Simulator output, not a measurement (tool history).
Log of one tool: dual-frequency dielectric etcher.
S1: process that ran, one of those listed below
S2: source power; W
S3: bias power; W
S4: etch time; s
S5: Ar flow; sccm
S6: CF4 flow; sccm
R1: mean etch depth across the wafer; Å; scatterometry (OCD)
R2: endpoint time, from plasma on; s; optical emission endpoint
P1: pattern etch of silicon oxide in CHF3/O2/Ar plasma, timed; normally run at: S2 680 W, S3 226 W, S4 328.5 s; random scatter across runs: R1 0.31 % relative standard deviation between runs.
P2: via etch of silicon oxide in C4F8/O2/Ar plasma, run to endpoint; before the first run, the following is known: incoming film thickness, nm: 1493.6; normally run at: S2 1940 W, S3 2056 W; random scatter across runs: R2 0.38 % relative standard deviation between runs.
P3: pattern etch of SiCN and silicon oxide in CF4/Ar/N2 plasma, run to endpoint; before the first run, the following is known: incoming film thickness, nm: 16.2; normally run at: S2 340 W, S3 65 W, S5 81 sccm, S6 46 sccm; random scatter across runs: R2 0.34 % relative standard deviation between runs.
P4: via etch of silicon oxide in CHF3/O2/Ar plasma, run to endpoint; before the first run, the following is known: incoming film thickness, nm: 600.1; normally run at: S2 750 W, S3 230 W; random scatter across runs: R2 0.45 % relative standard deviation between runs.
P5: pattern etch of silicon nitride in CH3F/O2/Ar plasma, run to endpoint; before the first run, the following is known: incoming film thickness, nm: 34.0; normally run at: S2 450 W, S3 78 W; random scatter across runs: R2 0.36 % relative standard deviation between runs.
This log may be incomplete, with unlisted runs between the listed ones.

run     day  S1    S2    S3     S4  S5  S6      R1      R2
  1   0.367  P1   680   226  328.5          7425.2
  2   0.746  P4   750   230                         264.55
  3   0.967  P1   840   287  328.5          8760.6
  4   1.183  P1   680   226  199.5          4514.2
  5   1.467  P3   420    65         81  46          21.395
  6   1.717  P1   680   226  328.5          7408.9
  7   2.129  P5   450    59                         49.362
  8     2.5  P4  1010   230                          235.5
  9   2.912  P4   750   180                         284.09
 10   3.379  P5   450    78                         45.101
 11   3.771  P2  1940  2056                         302.33
 12    4.25  P1   830   226  328.5            8028
 13   4.492  P1   520   226  407.5          8342.6
 14   4.771  P2  1940  2056                         302.24
 15   5.225  P2  1940  1651                         319.28
 16   5.479  P1   680   226  328.5          7438.2
 17   5.825  P1   680   277  328.5          7976.9
 18   6.196  P3   340    65         61  46          24.874
 19   6.467  P1   680   226  328.5            7461
 20    6.75  P1   480   226  328.5          6511.3
 21   7.083  P1   680   226    453           10258
 22   7.429  P1   680   141  328.5            6385
 23   7.725  P1   680   226  328.5          7409.7
 24   8.029  P1   830   226  180.5          4417.5
 25   8.417  P5   450    78                         45.049
 26   8.867  P3   340    65         81  46          25.904
      8.954  -- wet clean of the chamber
 27   9.108  P3   340    65         81  28          27.799
 28   9.462  P2  1320  2056                         352.36
 29     9.9  P3   340    48         81  46          28.776
 30   10.25  P5   280    78                         54.054
 31  10.592  P1   680   226  328.5          7441.8
 32  10.958  P1   680   226  328.5          7373.5

Predict the results of run 33:
 33  11.271  P1  680  226  328.5           ?

Run 33 gave R1 7317.3 Å.
